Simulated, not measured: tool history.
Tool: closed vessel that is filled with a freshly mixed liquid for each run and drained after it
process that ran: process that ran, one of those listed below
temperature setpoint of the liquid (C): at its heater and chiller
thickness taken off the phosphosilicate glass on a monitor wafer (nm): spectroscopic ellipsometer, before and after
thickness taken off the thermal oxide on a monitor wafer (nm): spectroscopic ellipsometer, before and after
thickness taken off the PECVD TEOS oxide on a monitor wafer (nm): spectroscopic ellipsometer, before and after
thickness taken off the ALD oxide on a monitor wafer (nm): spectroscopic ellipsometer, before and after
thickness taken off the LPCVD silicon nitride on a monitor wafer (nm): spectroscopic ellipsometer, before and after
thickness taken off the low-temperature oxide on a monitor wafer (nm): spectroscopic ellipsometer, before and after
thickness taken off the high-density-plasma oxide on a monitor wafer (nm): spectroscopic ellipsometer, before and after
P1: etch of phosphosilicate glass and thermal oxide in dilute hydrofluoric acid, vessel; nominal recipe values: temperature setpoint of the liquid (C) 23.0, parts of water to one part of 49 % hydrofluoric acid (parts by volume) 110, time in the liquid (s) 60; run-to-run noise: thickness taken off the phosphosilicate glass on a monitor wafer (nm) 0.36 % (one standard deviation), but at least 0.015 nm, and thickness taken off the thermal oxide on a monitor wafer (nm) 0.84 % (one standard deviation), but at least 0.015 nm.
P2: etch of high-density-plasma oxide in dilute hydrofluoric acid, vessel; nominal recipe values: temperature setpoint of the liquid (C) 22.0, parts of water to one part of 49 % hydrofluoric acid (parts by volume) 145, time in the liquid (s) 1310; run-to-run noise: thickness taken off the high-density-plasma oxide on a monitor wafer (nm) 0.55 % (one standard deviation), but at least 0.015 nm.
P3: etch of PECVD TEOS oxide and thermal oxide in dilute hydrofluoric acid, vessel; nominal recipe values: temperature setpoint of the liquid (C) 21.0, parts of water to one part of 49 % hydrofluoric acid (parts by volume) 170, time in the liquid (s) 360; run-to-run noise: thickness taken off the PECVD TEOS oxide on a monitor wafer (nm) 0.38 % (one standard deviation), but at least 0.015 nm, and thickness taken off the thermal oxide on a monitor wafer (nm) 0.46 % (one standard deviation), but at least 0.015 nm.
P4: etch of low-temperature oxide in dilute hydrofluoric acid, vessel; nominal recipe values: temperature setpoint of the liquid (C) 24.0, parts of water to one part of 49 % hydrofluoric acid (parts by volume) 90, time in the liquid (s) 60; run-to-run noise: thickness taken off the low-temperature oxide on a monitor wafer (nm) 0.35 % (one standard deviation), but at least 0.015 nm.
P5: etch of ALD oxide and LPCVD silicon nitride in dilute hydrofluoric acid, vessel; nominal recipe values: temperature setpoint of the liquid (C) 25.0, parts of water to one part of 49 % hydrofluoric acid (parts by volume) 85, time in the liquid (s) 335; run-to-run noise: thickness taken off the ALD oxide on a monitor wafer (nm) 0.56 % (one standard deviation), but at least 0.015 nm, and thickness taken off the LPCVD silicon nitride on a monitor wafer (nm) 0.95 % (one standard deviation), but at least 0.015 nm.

| run | hour | process that ran | temperature setpoint of the liquid (C) | parts of water to one part of 49 % hydrofluoric acid (parts by volume) | time in the liquid (s) | hours since the thermometer was replaced | hours since the hydrofluoric acid flow meter was replaced | thickness taken off the phosphosilicate glass on a monitor wafer (nm) | thickness taken off the thermal oxide on a monitor wafer (nm) | thickness taken off the PECVD TEOS oxide on a monitor wafer (nm) | thickness taken off the ALD oxide on a monitor wafer (nm) | thickness taken off the LPCVD silicon nitride on a monitor wafer (nm) | thickness taken off the low-temperature oxide on a monitor wafer (nm) | thickness taken off the high-density-plasma oxide on a monitor wafer (nm) |
|---|---|---|---|---|---|---|---|---|---|---|---|---|---|---|
| 1 | 7.7 | P1 | 23.0 | 110 | 60 | 942.8 | 1201.9 | 31.1700 | 2.31110 |  |  |  |  |  |
| 2 | 18.7 | P1 | 23.0 | 110 | 60 | 953.8 | 1212.9 | 31.1760 | 2.32420 |  |  |  |  |  |
| 3 | 29.1 | P3 | 21.0 | 75 | 360 | 964.2 | 1223.3 |  | 20.18100 | 102.260 |  |  |  |  |
| 4 | 36.0 | P1 | 23.0 | 110 | 60 | 971.1 | 1230.2 | 31.0710 | 2.33650 |  |  |  |  |  |
| 5 | 43.8 | P5 | 25.0 | 85 | 335 | 978.9 | 1238.0 |  |  |  | 41.010 | 2.4853 |  |  |
| 6 | 55.8 | P1 | 23.0 | 110 | 95 | 990.9 | 1250.0 | 49.3150 | 3.64370 |  |  |  |  |  |
| 7 | 62.2 | P5 | 25.0 | 85 | 595 | 997.3 | 1256.4 |  |  |  | 73.621 | 4.3595 |  |  |
| 8 | 74.2 | P5 | 25.0 | 85 | 335 | 1009.3 | 1268.4 |  |  |  | 41.139 | 2.4588 |  |  |
| 9 | 82.6 | P3 | 21.0 | 170 | 605 | 1017.7 | 1276.8 |  | 13.48000 | 68.407 |  |  |  |  |
| 10 | 89.5 | P4 | 24.0 | 150 | 60 | 1024.6 | 1283.7 |  |  |  |  |  | 11.658 |  |
| 11 | 99.4 | P1 | 17.0 | 50 | 60 | 1034.5 | 1293.6 | 57.1370 | 4.28750 |  |  |  |  |  |
| 12 | 106.7 | P3 | 21.0 | 170 | 360 | 1041.8 | 1300.9 |  | 7.99640 | 40.804 |  |  |  |  |
| 13 | 114.2 | P1 | 23.0 | 110 | 30 | 1049.3 | 1308.4 | 15.5620 | 1.15200 |  |  |  |  |  |
| 14 | 123.0 | P1 | 30.0 | 170 | 60 | 1058.1 | 1317.2 | 24.3990 | 1.85700 |  |  |  |  |  |
| 15 | 132.0 | P1 | 23.0 | 110 | 60 | 1067.1 | 1326.2 | 31.0660 | 2.28590 |  |  |  |  |  |
| 16 | 140.1 | P2 | 28.0 | 145 | 1310 | 1075.2 | 1334.3 |  |  |  |  |  |  | 52.764 |
| 17 | 149.3 | P4 | 24.0 | 90 | 60 | 1084.4 | 1343.5 |  |  |  |  |  | 20.840 |  |
| 18 | 159.7 | P2 | 22.0 | 145 | 1310 | 1094.8 | 1353.9 |  |  |  |  |  |  | 41.909 |
| 19 | 168.2 | P1 | 23.0 | 110 | 60 | 1103.3 | 1362.4 | 31.1500 | 2.35020 |  |  |  |  |  |
| 20 | 180.0 | P1 | 17.5 | 110 | 60 | 1115.1 | 1374.2 | 24.8930 | 1.84930 |  |  |  |  |  |
| 21 | 187.5 | P5 | 25.0 | 150 | 335 | 1122.6 | 1381.7 |  |  |  | 21.656 | 1.4051 |  |  |
| 22 | 197.8 | P1 | 23.0 | 25 | 60 | 1132.9 | 1392.0 | 151.4000 | 11.42100 |  |  |  |  |  |
| 23 | 204.9 | P1 | 30.5 | 110 | 60 | 1140.0 | 1399.1 | 41.5560 | 3.07060 |  |  |  |  |  |
| 24 | 210.8 | P3 | 21.0 | 170 | 360 | 1145.9 | 1405.0 |  | 8.02610 | 40.282 |  |  |  |  |
| 25 | 219.4 | P2 | 22.0 | 145 | 1310 | 1154.5 | 1413.6 |  |  |  |  |  |  | 41.778 |
| 26 | 225.3 | P1 | 23.0 | 110 | 60 | 1160.4 | 1419.5 | 31.1100 | 2.30570 |  |  |  |  |  |
| 27 | 237.2 | P1 | 23.0 | 170 | 60 | 1172.3 | 1431.4 | 18.8260 | 1.43550 |  |  |  |  |  |
| 28 | 248.1 | P2 | 22.0 | 70 | 1310 | 1183.2 | 1442.3 |  |  |  |  |  |  | 95.036 |
| 29 | 256.4 | P3 | 17.0 | 170 | 360 | 1191.5 | 1450.6 |  | 6.85320 | 34.688 |  |  |  |  |
| 30 | 268.4 | P4 | 24.0 | 90 | 95 | 1203.5 | 1462.6 |  |  |  |  |  | 32.964 |  |
| 31 | 279.5 | P5 | 32.0 | 85 | 335 | 1214.6 | 1473.7 |  |  |  | 53.421 | 3.7766 |  |  |
| 32 | 291.8 | P1 | 23.0 | 165 | 30 | 1226.9 | 1486.0 | 9.7405 | 0.70862 |  |  |  |  |  |
| 33 | 301.7 | P4 | 19.5 | 90 | 60 | 1236.8 | 1495.9 |  |  |  |  |  | 17.242 |  |
| 34 | 307.7 | P2 | 22.0 | 145 | 2250 | 1242.8 | 1501.9 |  |  |  |  |  |  | 72.254 |
| 35 | 318.1 | P1 | 23.0 | 110 | 60 | 1253.2 | 1512.3 | 31.1090 | 2.30630 |  |  |  |  |  |
| 36 | 326.4 | P1 | 23.0 | 110 | 60 | 1261.5 | 1520.6 | 31.9540 | 2.41140 |  |  |  |  |  |
| 37 | 338.8 | P1 | 23.0 | 110 | 60 | 1273.9 | 1533.0 | 32.5580 | 2.46290 |  |  |  |  |  |
| 38 | 344.3 | P1 | 23.0 | 110 | 60 | 1279.4 | 1538.5 | 32.8700 | 2.45170 |  |  |  |  |  |
| 39 | 352.0 | P1 | 23.0 | 110 | 60 | 1287.1 | 1546.2 | 33.0950 | 2.48860 |  |  |  |  |  |
| 40 | 361.3 | P1 | 23.0 | 110 | 60 | 1296.4 | 1555.5 | 32.8950 | 2.47960 |  |  |  |  |  |
| 41 | 372.0 | P1 | 23.0 | 110 | 60 | 1307.1 | 1566.2 | 33.1400 | 2.45590 |  |  |  |  |  |

What does the tool deliver on the next run?
| 42 | 377.9 | P1 | 23.0 | 110 | 60 | 1313.0 | 1572.1 | ? | ? |  |  |  |  |  |

Run 42 yielded thickness taken off the phosphosilicate glass on a monitor wafer (nm) 33.3270, thickness taken off the thermal oxide on a monitor wafer (nm) 2.49310.

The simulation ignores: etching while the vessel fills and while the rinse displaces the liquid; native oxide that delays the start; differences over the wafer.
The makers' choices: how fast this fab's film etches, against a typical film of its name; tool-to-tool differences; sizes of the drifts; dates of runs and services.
